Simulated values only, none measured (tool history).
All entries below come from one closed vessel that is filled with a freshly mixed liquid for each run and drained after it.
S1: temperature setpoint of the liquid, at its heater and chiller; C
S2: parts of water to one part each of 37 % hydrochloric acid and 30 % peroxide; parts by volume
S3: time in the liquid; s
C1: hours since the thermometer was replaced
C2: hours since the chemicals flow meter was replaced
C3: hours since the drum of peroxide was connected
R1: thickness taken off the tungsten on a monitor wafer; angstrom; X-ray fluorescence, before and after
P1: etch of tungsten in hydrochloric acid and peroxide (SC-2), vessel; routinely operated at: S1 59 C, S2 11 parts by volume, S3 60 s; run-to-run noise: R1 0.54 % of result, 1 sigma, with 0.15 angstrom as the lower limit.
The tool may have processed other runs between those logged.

{"run": 1, "hour": 10.7, "S1": 59, "S2": 11, "S3": 60, "C1": 1421.0, "C2": 480.3, "C3": 127.0, "R1": 142.3}
{"run": 2, "hour": 18.9, "S1": 52, "S2": 18, "S3": 60, "C1": 1429.2, "C2": 488.5, "C3": 135.2, "R1": 58.913}
{"run": 3, "hour": 27.1, "S1": 59, "S2": 11, "S3": 120, "C1": 1437.4, "C2": 496.7, "C3": 143.4, "R1": 285.57}
{"run": 4, "hour": 32.2, "S1": 59, "S2": 11, "S3": 60, "C1": 1442.5, "C2": 501.8, "C3": 148.5, "R1": 142.55}
{"run": 5, "hour": 37.0, "S1": 59, "S2": 11, "S3": 60, "C1": 1447.3, "C2": 506.6, "C3": 153.3, "R1": 143.86}
{"hour": 45.3, "done": "chemicals flow meter replaced"}
{"hour": 46.7, "done": "thermometer replaced"}
{"run": 6, "hour": 48.0, "S1": 59, "S2": 11, "S3": 35, "C1": 1.3, "C2": 2.7, "C3": 164.3, "R1": 83.263}
{"run": 7, "hour": 55.0, "S1": 72, "S2": 11, "S3": 60, "C1": 8.3, "C2": 9.7, "C3": 171.3, "R1": 312.19}
{"run": 8, "hour": 60.4, "S1": 59, "S2": 11, "S3": 60, "C1": 13.7, "C2": 15.1, "C3": 176.7, "R1": 143.19}
{"run": 9, "hour": 67.2, "S1": 59, "S2": 11, "S3": 60, "C1": 20.5, "C2": 21.9, "C3": 183.5, "R1": 143.76}
{"run": 10, "hour": 73.2, "S1": 59, "S2": 20, "S3": 60, "C1": 26.5, "C2": 27.9, "C3": 189.5, "R1": 83.794}
{"run": 11, "hour": 82.3, "S1": 49, "S2": 11, "S3": 60, "C1": 35.6, "C2": 37.0, "C3": 198.6, "R1": 74.433}
{"run": 12, "hour": 89.5, "S1": 59, "S2": 18, "S3": 85, "C1": 42.8, "C2": 44.2, "C3": 205.8, "R1": 131.1}
{"run": 13, "hour": 100.2, "S1": 59, "S2": 4, "S3": 60, "C1": 53.5, "C2": 54.9, "C3": 216.5, "R1": 305.61}
{"run": 14, "hour": 111.0, "S1": 59, "S2": 11, "S3": 60, "C1": 64.3, "C2": 65.7, "C3": 227.3, "R1": 141.14}
{"run": 15, "hour": 119.5, "S1": 59, "S2": 11, "S3": 60, "C1": 72.8, "C2": 74.2, "C3": 235.8, "R1": 146.59}
{"run": 16, "hour": 128.8, "S1": 59, "S2": 11, "S3": 60, "C1": 82.1, "C2": 83.5, "C3": 245.1, "R1": 149.96}
{"run": 17, "hour": 138.1, "S1": 59, "S2": 11, "S3": 60, "C1": 91.4, "C2": 92.8, "C3": 254.4, "R1": 152.97}
{"run": 18, "hour": 146.3, "S1": 59, "S2": 11, "S3": 60, "C1": 99.6, "C2": 101.0, "C3": 262.6, "R1": 153.22}
{"run": 19, "hour": 153.2, "S1": 59, "S2": 11, "S3": 60, "C1": 106.5, "C2": 107.9, "C3": 269.5, "R1": 155.27}
{"run": 20, "hour": 160.4, "S1": 59, "S2": 11, "S3": 60, "C1": 113.7, "C2": 115.1, "C3": 276.7, "R1": 153.41}
{"run": 21, "hour": 167.2, "S1": 59, "S2": 11, "S3": 60, "C1": 120.5, "C2": 121.9, "C3": 283.5, "R1": 154.6}
{"run": 22, "hour": 175.9, "S1": 59, "S2": 11, "S3": 60, "C1": 129.2, "C2": 130.6, "C3": 292.2, "R1": 156.33}
{"run": 23, "hour": 185.6, "S1": 59, "S2": 11, "S3": 60, "C1": 138.9, "C2": 140.3, "C3": 301.9, "R1": 155.15}
{"run": 24, "hour": 194.5, "S1": 59, "S2": 11, "S3": 60, "C1": 147.8, "C2": 149.2, "C3": 310.8, "R1": 155.49}

What P1 gives has crept away from where it was. These 2 causes fit the log equally well, each at the size given:
A: chemicals flow above the setpoint (%) = 11.3
B: liquid hotter than its thermometer reads (K) = 1.44
Creep in the process output first set in at about hour 111.0.
Excluded causes, each with its reason:
peroxide weaker than its label (%): can reach only 8, and even then R1 would move by -7.4 %, too little or the wrong way

The list below offers 4 check runs, each averaging the results of 5 wafers, and shows each result as a question mark. For which of them would the listed causes give clearly different results?
{"run": "check 1", "hour": 203.4, "S1": 70, "S2": 11, "S3": 95, "R1": "?"}
{"run": "check 2", "hour": 203.4, "S1": 72, "S2": 11, "S3": 60, "R1": "?"}
{"run": "check 3", "hour": 203.4, "S1": 59, "S2": 19, "S3": 110, "R1": "?"}
{"run": "check 4", "hour": 203.4, "S1": 59, "S2": 4, "S3": 60, "R1": "?"}

Check results expected under each cause:
check=check_1 result=R1 if_A=482.540 if_B=480.110
check=check_2 result=R1 if_A=342.790 if_B=340.730
check=check_3 result=R1 if_A=177.800 if_B=176.760
check=check_4 result=R1 if_A=330.620 if_B=337.440
Minimum pairwise separation of causes per check, each pair taken at its best-separating result: check 1 0.5 %; check 2 0.6 %; check 3 0.59 %; check 4 2.04 %
Of the check runs offered, only check 4 discriminates between the causes; the rest would read about the same regardless of which cause applies.

Here is what check 4 returned: R1 331.090 angstrom. Which cause is it?

It was cause A: chemicals flow above the setpoint (%).

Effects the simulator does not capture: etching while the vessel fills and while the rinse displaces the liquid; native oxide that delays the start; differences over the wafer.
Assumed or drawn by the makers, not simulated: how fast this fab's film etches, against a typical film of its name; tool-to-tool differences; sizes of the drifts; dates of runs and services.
